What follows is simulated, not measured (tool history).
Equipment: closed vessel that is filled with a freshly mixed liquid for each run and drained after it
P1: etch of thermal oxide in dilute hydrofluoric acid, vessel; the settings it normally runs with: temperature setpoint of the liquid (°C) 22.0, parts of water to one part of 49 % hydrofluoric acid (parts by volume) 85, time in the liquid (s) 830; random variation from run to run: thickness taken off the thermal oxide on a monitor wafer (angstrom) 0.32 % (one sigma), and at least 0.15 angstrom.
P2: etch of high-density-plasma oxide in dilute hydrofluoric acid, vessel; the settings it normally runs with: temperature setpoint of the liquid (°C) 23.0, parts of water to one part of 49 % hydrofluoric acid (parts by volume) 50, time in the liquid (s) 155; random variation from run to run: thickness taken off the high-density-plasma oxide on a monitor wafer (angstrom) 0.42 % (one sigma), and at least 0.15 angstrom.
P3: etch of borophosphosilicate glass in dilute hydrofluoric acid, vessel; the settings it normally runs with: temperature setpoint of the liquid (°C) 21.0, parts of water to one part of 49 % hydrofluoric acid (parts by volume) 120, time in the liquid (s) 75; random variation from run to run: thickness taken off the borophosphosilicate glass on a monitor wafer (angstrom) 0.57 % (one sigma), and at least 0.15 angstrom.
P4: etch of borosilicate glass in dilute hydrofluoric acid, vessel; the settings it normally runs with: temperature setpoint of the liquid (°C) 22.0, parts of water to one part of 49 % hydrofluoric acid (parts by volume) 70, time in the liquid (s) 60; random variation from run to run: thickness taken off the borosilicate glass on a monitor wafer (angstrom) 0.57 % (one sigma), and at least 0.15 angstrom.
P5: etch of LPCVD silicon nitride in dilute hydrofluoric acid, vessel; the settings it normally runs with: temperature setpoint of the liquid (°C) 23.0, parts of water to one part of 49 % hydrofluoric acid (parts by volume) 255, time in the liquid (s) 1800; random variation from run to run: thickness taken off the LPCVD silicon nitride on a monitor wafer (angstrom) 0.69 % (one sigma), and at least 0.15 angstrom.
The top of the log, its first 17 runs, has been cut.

run    day  process that ran  temperature setpoint of the liquid (°C)  parts of water to one part of 49 % hydrofluoric acid (parts by volume)  time in the liquid (s)  hours since the thermometer was replaced  hours since the hydrofluoric acid flow meter was replaced  thickness taken off the thermal oxide on a monitor wafer (angstrom)  thickness taken off the borophosphosilicate glass on a monitor wafer (angstrom)  thickness taken off the borosilicate glass on a monitor wafer (angstrom)  thickness taken off the LPCVD silicon nitride on a monitor wafer (angstrom)  thickness taken off the high-density-plasma oxide on a monitor wafer (angstrom)
 18  4.962                P2                                     23.0                                                                      50                      30                                     365.2                                                     1094.2                                                                                                                                                                                                                                                                                                                                                                                        34.810
 19  5.254                P4                                     17.5                                                                      70                      60                                     372.2                                                     1101.2                                                                                                                                                                                                                          220.89
 20  5.425                P2                                     28.5                                                                      50                     155                                     376.3                                                     1105.3                                                                                                                                                                                                                                                                                                                                                                                       225.010
 21  5.600                P1                                     22.0                                                                      85                     830                                     380.5                                                     1109.5                                                              434.890
 22  5.917                P1                                     17.5                                                                      85                     830                                     388.1                                                     1117.1                                                              361.530
 23  6.075                P5                                     23.0                                                                     255                    1800                                     391.9                                                     1120.9                                                                                                                                                                                                                                                                                                       30.529
 24  6.392                P3                                     21.0                                                                     120                     110                                     399.5                                                     1128.5                                                                                                                                                402.91
 25  6.600                P1                                     22.0                                                                      85                     830                                     404.5                                                     1133.5                                                              435.720
 26  6.892                P1                                     22.0                                                                      25                     830                                     411.5                                                     1140.5                                                             1596.300
 27  7.246                P4                                     22.0                                                                      70                      95                                     420.0                                                     1149.0                                                                                                                                                                                                                          423.23
 28  7.525                P1                                     22.0                                                                      85                     830                                     426.7                                                     1155.7                                                              437.490
 29  7.888                P1                                     28.5                                                                      85                    1505                                     435.4                                                     1164.4                                                             1026.900

Predict the results of run 30:
 30  8.062                P5                                     23.0                                                                      80                    1800                                     439.6                                                     1168.6                                                                                                                                                                                                                                                                                                            ?

thickness taken off the LPCVD silicon nitride on a monitor wafer (angstrom): 95.689

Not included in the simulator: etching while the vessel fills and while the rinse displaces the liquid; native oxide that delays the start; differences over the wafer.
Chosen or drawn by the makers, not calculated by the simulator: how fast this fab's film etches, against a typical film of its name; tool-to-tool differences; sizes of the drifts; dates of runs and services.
